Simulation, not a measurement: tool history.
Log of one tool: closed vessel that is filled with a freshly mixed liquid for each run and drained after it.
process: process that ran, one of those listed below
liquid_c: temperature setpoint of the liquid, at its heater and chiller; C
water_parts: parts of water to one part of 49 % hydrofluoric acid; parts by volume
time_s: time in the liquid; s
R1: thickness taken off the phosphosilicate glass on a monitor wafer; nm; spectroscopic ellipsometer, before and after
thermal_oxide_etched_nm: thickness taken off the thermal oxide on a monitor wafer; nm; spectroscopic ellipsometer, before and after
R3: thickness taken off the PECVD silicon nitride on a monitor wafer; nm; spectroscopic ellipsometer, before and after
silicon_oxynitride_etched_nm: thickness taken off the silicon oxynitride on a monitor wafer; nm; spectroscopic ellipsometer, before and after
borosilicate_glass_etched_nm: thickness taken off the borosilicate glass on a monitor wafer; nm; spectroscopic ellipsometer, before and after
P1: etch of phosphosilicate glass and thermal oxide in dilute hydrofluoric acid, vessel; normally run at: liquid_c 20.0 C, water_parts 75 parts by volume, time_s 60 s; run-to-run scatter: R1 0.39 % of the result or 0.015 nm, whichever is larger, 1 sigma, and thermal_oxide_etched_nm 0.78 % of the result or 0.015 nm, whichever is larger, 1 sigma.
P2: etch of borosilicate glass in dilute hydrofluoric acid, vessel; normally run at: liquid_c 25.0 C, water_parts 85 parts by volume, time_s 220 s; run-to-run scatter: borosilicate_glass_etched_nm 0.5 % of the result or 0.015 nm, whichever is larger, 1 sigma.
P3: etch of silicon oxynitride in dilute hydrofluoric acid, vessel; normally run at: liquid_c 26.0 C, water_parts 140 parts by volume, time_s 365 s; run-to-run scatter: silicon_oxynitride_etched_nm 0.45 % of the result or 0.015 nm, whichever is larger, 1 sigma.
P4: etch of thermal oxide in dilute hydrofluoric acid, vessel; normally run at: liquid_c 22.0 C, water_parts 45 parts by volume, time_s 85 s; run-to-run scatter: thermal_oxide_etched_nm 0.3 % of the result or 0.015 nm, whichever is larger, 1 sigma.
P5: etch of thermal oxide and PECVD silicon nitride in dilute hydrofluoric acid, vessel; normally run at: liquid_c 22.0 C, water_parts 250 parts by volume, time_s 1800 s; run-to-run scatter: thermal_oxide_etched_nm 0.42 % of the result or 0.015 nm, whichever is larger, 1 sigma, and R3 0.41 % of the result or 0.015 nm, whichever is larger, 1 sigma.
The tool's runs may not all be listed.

Run 1, hour 4.3: process P1, liquid_c 20.0 C, water_parts 75 parts by volume, time_s 60 s. Result: R1 63.853 nm, thermal_oxide_etched_nm 3.3342 nm.
Run 2, hour 7.0: process P5, liquid_c 22.0 C, water_parts 250 parts by volume, time_s 3100 s. Result: thermal_oxide_etched_nm 46.8620 nm, R3 49.909 nm.
Run 3, hour 11.7: process P4, liquid_c 30.0 C, water_parts 45 parts by volume, time_s 85 s. Result: thermal_oxide_etched_nm 11.5720 nm.
At hour 13.5: thermometer replaced.
Run 4, hour 16.2: process P1, liquid_c 17.0 C, water_parts 75 parts by volume, time_s 60 s. Result: R1 56.564 nm, thermal_oxide_etched_nm 2.9071 nm.
Run 5, hour 19.4: process P3, liquid_c 26.0 C, water_parts 140 parts by volume, time_s 365 s. Result: silicon_oxynitride_etched_nm 5.0276 nm.
Run 6, hour 22.9: process P3, liquid_c 32.0 C, water_parts 140 parts by volume, time_s 365 s. Result: silicon_oxynitride_etched_nm 6.5270 nm.
Run 7, hour 25.7: process P2, liquid_c 25.0 C, water_parts 85 parts by volume, time_s 220 s. Result: borosilicate_glass_etched_nm 59.089 nm.
Run 8, hour 29.4: process P2, liquid_c 25.0 C, water_parts 85 parts by volume, time_s 220 s. Result: borosilicate_glass_etched_nm 58.945 nm.
Run 9, hour 31.7: process P1, liquid_c 20.0 C, water_parts 125 parts by volume, time_s 60 s. Result: R1 36.143 nm, thermal_oxide_etched_nm 1.8733 nm.
Run 10, hour 35.3: process P1, liquid_c 26.0 C, water_parts 75 parts by volume, time_s 60 s. Result: R1 81.564 nm, thermal_oxide_etched_nm 4.1694 nm.
Run 11, hour 38.9: process P2, liquid_c 17.0 C, water_parts 85 parts by volume, time_s 220 s. Result: borosilicate_glass_etched_nm 42.457 nm.
Run 12, hour 42.1: process P5, liquid_c 22.0 C, water_parts 430 parts by volume, time_s 1800 s. Result: thermal_oxide_etched_nm 13.4230 nm, R3 17.158 nm.
Run 13, hour 45.8: process P1, liquid_c 20.0 C, water_parts 75 parts by volume, time_s 95 s. Result: R1 100.340 nm, thermal_oxide_etched_nm 5.2529 nm.
Run 14, hour 50.5: process P1, liquid_c 20.0 C, water_parts 75 parts by volume, time_s 60 s. Result: R1 63.870 nm, thermal_oxide_etched_nm 3.3089 nm.
Run 15, hour 54.9: process P5, liquid_c 22.0 C, water_parts 250 parts by volume, time_s 1800 s. Result: thermal_oxide_etched_nm 27.2860 nm, R3 29.053 nm.
Run 16, hour 58.2: process P2, liquid_c 25.0 C, water_parts 85 parts by volume, time_s 325 s. Result: borosilicate_glass_etched_nm 87.388 nm.
Run 17, hour 62.8: process P4, liquid_c 22.0 C, water_parts 25 parts by volume, time_s 85 s. Result: thermal_oxide_etched_nm 15.4500 nm.
Run 18, hour 66.9: process P1, liquid_c 20.0 C, water_parts 25 parts by volume, time_s 60 s. Result: R1 203.160 nm, thermal_oxide_etched_nm 10.5040 nm.
Run 19, hour 70.4: process P1, liquid_c 17.0 C, water_parts 130 parts by volume, time_s 60 s. Result: R1 30.708 nm, thermal_oxide_etched_nm 1.6258 nm.
Run 20, hour 74.8: process P4, liquid_c 22.0 C, water_parts 45 parts by volume, time_s 30 s. Result: thermal_oxide_etched_nm 2.9861 nm.
Run 21, hour 79.0: process P2, liquid_c 25.0 C, water_parts 30 parts by volume, time_s 220 s. Result: borosilicate_glass_etched_nm 180.370 nm.
Run 22, hour 83.2: process P4, liquid_c 22.0 C, water_parts 45 parts by volume, time_s 85 s. Result: thermal_oxide_etched_nm 8.4182 nm.
Run 23, hour 86.7: process P1, liquid_c 20.0 C, water_parts 75 parts by volume, time_s 60 s. Result: R1 63.392 nm, thermal_oxide_etched_nm 3.2896 nm.
Run 24, hour 91.0: process P1, liquid_c 20.0 C, water_parts 75 parts by volume, time_s 60 s. Result: R1 63.216 nm, thermal_oxide_etched_nm 3.3355 nm.
Run 25, hour 95.1: process P3, liquid_c 26.0 C, water_parts 250 parts by volume, time_s 365 s. Result: silicon_oxynitride_etched_nm 2.5485 nm.
Run 26, hour 97.7: process P5, liquid_c 29.5 C, water_parts 250 parts by volume, time_s 1800 s. Result: thermal_oxide_etched_nm 35.2630 nm, R3 45.918 nm.
Run 27, hour 102.2: process P1, liquid_c 20.0 C, water_parts 75 parts by volume, time_s 30 s. Result: R1 31.964 nm, thermal_oxide_etched_nm 1.5995 nm.
Run 28, hour 105.6: process P3, liquid_c 26.0 C, water_parts 140 parts by volume, time_s 555 s. Result: silicon_oxynitride_etched_nm 7.5390 nm.
Run 29, hour 109.1: process P1, liquid_c 20.0 C, water_parts 75 parts by volume, time_s 60 s. Result: R1 64.125 nm, thermal_oxide_etched_nm 3.3072 nm.
Run 30, hour 111.4: process P1, liquid_c 20.0 C, water_parts 75 parts by volume, time_s 60 s. Result: R1 62.382 nm, thermal_oxide_etched_nm 3.2598 nm.
Run 31, hour 115.7: process P1, liquid_c 20.0 C, water_parts 75 parts by volume, time_s 60 s. Result: R1 60.845 nm, thermal_oxide_etched_nm 3.1546 nm.
Run 32, hour 118.5: process P1, liquid_c 20.0 C, water_parts 75 parts by volume, time_s 60 s. Result: R1 59.863 nm, thermal_oxide_etched_nm 3.0826 nm.
Run 33, hour 121.5: process P1, liquid_c 20.0 C, water_parts 75 parts by volume, time_s 60 s. Result: R1 59.555 nm, thermal_oxide_etched_nm 3.0593 nm.
Run 34, hour 126.1: process P1, liquid_c 20.0 C, water_parts 75 parts by volume, time_s 60 s. Result: R1 58.773 nm, thermal_oxide_etched_nm 3.0819 nm.
Run 35, hour 129.4: process P1, liquid_c 20.0 C, water_parts 75 parts by volume, time_s 60 s. Result: R1 59.056 nm, thermal_oxide_etched_nm 3.0208 nm.
Run 36, hour 134.1: process P1, liquid_c 20.0 C, water_parts 75 parts by volume, time_s 60 s. Result: R1 58.660 nm, thermal_oxide_etched_nm 3.0754 nm.

Run 37 comes next. What will it give?
Run 37, hour 136.6: process P1, liquid_c 20.0 C, water_parts 75 parts by volume, time_s 60 s. Result: R1 ?, thermal_oxide_etched_nm ?.

R1: 58.597 nm
thermal_oxide_etched_nm: 3.0375 nm
